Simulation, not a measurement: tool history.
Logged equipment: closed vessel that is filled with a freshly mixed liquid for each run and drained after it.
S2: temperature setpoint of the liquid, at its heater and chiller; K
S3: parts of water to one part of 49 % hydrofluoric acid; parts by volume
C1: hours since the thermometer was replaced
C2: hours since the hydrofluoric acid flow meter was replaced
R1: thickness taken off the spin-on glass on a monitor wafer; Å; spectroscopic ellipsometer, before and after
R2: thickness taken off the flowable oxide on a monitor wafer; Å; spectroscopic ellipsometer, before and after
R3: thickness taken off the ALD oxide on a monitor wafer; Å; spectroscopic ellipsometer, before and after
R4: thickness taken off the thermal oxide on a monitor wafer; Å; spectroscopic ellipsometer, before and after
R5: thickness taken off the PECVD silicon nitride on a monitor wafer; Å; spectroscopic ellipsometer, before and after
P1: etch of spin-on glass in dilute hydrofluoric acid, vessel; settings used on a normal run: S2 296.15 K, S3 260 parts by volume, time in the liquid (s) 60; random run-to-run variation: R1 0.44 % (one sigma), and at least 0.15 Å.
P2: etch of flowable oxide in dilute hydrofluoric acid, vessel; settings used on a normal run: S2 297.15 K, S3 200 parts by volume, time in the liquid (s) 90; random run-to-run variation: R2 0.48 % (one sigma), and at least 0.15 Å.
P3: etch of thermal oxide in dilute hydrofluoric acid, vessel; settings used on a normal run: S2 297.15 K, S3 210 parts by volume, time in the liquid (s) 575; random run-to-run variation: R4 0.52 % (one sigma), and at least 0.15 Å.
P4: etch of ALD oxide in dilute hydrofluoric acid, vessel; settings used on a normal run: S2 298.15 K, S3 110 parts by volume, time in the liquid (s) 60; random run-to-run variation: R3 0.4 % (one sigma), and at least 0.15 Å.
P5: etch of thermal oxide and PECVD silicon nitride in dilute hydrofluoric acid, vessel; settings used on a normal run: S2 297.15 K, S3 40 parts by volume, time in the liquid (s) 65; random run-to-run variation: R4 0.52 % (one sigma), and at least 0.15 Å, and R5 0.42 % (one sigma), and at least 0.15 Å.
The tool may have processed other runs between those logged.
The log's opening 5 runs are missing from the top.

{"run": 6, "hour": 33.3, "process that ran": "P4", "S2": 298.15, "S3": 190, "time in the liquid (s)": 60, "C1": 1609, "C2": 491.4, "R3": 74.307}
{"run": 7, "hour": 38.5, "process that ran": "P5", "S2": 297.15, "S3": 40, "time in the liquid (s)": 65, "C1": 1614.2, "C2": 496.6, "R4": 81.709, "R5": 55.701}
{"run": 8, "hour": 45.4, "process that ran": "P3", "S2": 290.15, "S3": 210, "time in the liquid (s)": 575, "C1": 1621.1, "C2": 503.5, "R4": 96.157}
{"run": 9, "hour": 49.6, "process that ran": "P4", "S2": 298.15, "S3": 110, "time in the liquid (s)": 30, "C1": 1625.3, "C2": 507.7, "R3": 71.295}
{"run": 10, "hour": 57.6, "process that ran": "P1", "S2": 296.15, "S3": 420, "time in the liquid (s)": 60, "C1": 1633.3, "C2": 515.7, "R1": 29.205}
{"run": 11, "hour": 63.9, "process that ran": "P3", "S2": 297.15, "S3": 210, "time in the liquid (s)": 305, "C1": 1639.6, "C2": 522, "R4": 66.387}
{"run": 12, "hour": 71.0, "process that ran": "P1", "S2": 296.15, "S3": 260, "time in the liquid (s)": 60, "C1": 1646.7, "C2": 529.1, "R1": 53.836}
{"run": 13, "hour": 77.1, "process that ran": "P2", "S2": 297.15, "S3": 200, "time in the liquid (s)": 30, "C1": 1652.8, "C2": 535.2, "R2": 45.427}
{"run": 14, "hour": 83.6, "process that ran": "P5", "S2": 297.15, "S3": 25, "time in the liquid (s)": 65, "C1": 1659.3, "C2": 541.7, "R4": 133.06, "R5": 87.569}
{"run": 15, "hour": 92.4, "process that ran": "P1", "S2": 290.15, "S3": 260, "time in the liquid (s)": 60, "C1": 1668.1, "C2": 550.5, "R1": 43.816}
{"run": 16, "hour": 99.3, "process that ran": "P5", "S2": 297.15, "S3": 40, "time in the liquid (s)": 105, "C1": 1675, "C2": 557.4, "R4": 132.22, "R5": 89.334}
{"run": 17, "hour": 106.5, "process that ran": "P1", "S2": 296.15, "S3": 260, "time in the liquid (s)": 30, "C1": 1682.2, "C2": 564.6, "R1": 26.945}
{"run": 18, "hour": 111.2, "process that ran": "P1", "S2": 300.15, "S3": 260, "time in the liquid (s)": 60, "C1": 1686.9, "C2": 569.3, "R1": 61.642}
{"run": 19, "hour": 120.1, "process that ran": "P4", "S2": 298.15, "S3": 110, "time in the liquid (s)": 60, "C1": 1695.8, "C2": 578.2, "R3": 140.94}
{"run": 20, "hour": 127.9, "process that ran": "P2", "S2": 297.15, "S3": 200, "time in the liquid (s)": 90, "C1": 1703.6, "C2": 586, "R2": 135.08}
{"run": 21, "hour": 135.5, "process that ran": "P1", "S2": 296.15, "S3": 260, "time in the liquid (s)": 60, "C1": 1711.2, "C2": 593.6, "R1": 54.179}
{"run": 22, "hour": 143.6, "process that ran": "P2", "S2": 297.15, "S3": 110, "time in the liquid (s)": 90, "C1": 1719.3, "C2": 601.7, "R2": 273.89}
{"run": 23, "hour": 150.3, "process that ran": "P1", "S2": 296.15, "S3": 260, "time in the liquid (s)": 110, "C1": 1726, "C2": 608.4, "R1": 99.704}
{"run": 24, "hour": 156.1, "process that ran": "P3", "S2": 297.15, "S3": 310, "time in the liquid (s)": 575, "C1": 1731.8, "C2": 614.2, "R4": 76.192}
{"run": 25, "hour": 164.7, "process that ran": "P1", "S2": 296.15, "S3": 260, "time in the liquid (s)": 60, "C1": 1740.4, "C2": 622.8, "R1": 54.207}
{"run": 26, "hour": 170.2, "process that ran": "P5", "S2": 290.15, "S3": 40, "time in the liquid (s)": 65, "C1": 1745.9, "C2": 628.3, "R4": 61.028, "R5": 33.811}
{"run": 27, "hour": 178.0, "process that ran": "P1", "S2": 296.15, "S3": 260, "time in the liquid (s)": 60, "C1": 1753.7, "C2": 636.1, "R1": 53.948}
{"run": 28, "hour": 182.2, "process that ran": "P4", "S2": 293.65, "S3": 110, "time in the liquid (s)": 60, "C1": 1757.9, "C2": 640.3, "R3": 118.73}

Forecast run 29:
{"run": 29, "hour": 190.2, "process that ran": "P1", "S2": 296.15, "S3": 55, "time in the liquid (s)": 60, "C1": 1765.9, "C2": 648.3, "R1": "?"}

R1: 319.58 Å
